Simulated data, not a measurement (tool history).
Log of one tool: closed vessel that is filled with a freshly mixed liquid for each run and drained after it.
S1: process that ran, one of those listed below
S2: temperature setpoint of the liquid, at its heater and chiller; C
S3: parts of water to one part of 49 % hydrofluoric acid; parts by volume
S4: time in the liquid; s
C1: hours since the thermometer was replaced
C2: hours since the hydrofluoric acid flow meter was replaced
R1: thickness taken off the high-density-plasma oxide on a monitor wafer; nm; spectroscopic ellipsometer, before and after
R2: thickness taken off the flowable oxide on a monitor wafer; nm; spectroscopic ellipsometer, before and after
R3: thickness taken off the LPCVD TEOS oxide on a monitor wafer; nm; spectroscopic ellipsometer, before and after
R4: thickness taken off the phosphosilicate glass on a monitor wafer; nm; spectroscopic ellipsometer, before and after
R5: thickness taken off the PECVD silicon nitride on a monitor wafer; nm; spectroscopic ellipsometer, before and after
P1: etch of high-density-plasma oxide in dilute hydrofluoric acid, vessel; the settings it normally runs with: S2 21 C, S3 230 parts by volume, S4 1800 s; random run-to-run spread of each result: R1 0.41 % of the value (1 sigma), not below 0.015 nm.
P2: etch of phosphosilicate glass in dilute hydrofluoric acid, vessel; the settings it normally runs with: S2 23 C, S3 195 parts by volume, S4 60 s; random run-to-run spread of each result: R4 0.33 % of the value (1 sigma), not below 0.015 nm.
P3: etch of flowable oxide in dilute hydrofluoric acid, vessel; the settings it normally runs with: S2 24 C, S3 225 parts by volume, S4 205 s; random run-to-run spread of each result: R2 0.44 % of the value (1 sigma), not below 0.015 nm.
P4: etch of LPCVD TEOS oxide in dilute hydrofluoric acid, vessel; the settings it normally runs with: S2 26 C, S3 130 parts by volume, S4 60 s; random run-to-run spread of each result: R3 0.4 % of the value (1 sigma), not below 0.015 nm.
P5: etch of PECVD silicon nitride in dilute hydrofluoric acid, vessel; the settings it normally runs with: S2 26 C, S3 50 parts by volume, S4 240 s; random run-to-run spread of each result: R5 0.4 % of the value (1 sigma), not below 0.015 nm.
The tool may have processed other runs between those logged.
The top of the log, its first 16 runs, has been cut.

run   hour  S1    S2   S3    S4     C1     C2      R1      R2      R3      R4      R5
 17    137  P2    23   90    60  305.4  807.6                          104.33
     143.4  -- thermometer replaced
 18  144.2  P1    21  230  1800    0.8  814.8  30.393
 19  153.7  P1  25.5  230  3410   10.3  824.3   68.04
 20  161.4  P2    23  195    60     18    832                          42.472
 21  167.3  P5    26   20   240   23.9  837.9                                  55.299
 22  176.4  P5    26   50   125     33    847                                  11.838
 23  185.2  P4    22  130    60   41.8  855.8                  11.552
 24  194.8  P1    21   55  1800   51.4  865.4  152.74
 25    205  P4    26  185    60   61.6  875.6                  8.8863
     208.1  -- hydrofluoric acid flow meter replaced
 26  212.9  P1    21  230  2925   69.5    4.8  49.289
 27    219  P5  31.5   50   240   75.6   10.9                                  32.801
 28  227.4  P5    26   50   240     84   19.3                                  22.633
 29    237  P3    24  225    75   93.6   28.9          8.9162
 30  248.1  P1    21  230  1800  104.7     40  30.377
 31  254.3  P1    21  230  1800  110.9   46.2  30.926
 32  260.1  P1    21  230  1800  116.7     52  31.831

Estimate the outcome of run 33 from the log above:
 33  266.2  P1  21  230  1800  122.8  58.1   ?

R1: 32.066 nm
